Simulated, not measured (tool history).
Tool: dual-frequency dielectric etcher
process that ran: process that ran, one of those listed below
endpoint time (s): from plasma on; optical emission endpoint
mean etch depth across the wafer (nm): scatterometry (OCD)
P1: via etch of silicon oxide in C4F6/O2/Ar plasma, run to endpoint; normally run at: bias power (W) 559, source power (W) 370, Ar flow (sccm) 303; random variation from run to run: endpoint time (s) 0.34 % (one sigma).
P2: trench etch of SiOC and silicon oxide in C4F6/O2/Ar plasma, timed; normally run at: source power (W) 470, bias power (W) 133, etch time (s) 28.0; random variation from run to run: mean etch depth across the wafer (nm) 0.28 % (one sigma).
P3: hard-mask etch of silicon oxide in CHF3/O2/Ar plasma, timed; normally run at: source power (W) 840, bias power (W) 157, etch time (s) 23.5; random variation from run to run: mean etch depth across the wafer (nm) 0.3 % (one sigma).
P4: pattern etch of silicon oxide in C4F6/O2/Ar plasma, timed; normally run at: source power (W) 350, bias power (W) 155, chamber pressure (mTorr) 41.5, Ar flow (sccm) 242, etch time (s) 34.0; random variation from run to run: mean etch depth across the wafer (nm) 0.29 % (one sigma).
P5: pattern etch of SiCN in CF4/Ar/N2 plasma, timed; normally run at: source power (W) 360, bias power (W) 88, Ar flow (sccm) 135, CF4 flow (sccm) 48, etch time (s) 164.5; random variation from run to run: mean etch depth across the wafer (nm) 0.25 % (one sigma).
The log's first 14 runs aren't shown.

run	hour	process that ran	bias power (W)	source power (W)	Ar flow (sccm)	etch time (s)	chamber pressure (mTorr)	CF4 flow (sccm)	endpoint time (s)	mean etch depth across the wafer (nm)
15	105.3	P1	559	370	303				23.958	
16	114.3	P4	155	350	242	34.0	26.0			101.080
17	119.6	P5	88	360	191	164.5		48		109.500
18	125.4	P3	157	840		13.5				29.057
19	130.7	P1	774	370	303				21.121	
20	137.9	P4	155	470	242	34.0	41.5			107.190
21	146.4	P4	155	350	242	34.0	41.5			95.632
# hour 147.2: bias power generator calibrated
22	151.2	P5	88	360	135	164.5		48		115.070
23	158.2	P3	203	840		23.5				54.791
# hour 163.0: source power generator calibrated
24	165.8	P5	71	360	135	164.5		48		105.220
25	171.6	P1	559	500	303				21.398	
26	176.2	P3	157	510		23.5				41.711
27	181.1	P5	88	360	135	164.5		48		114.790
28	187.2	P3	157	840		23.5				50.381
29	191.9	P2	133	300		28.0				44.062
30	197.2	P5	88	360	135	226.5		48		159.030
31	203.9	P1	559	370	303				23.983	
32	212.2	P4	155	350	187	34.0	41.5			98.040
33	219.6	P1	380	370	303				27.618	
34	225.5	P2	133	470		21.5				40.013
35	232.3	P1	559	370	303				23.972	
36	238.7	P1	559	370	219				23.174	
37	247.6	P1	559	370	422				24.887	

Forecast run 38:
38	256.3	P1	559	370	303				?	

endpoint time (s): 23.779
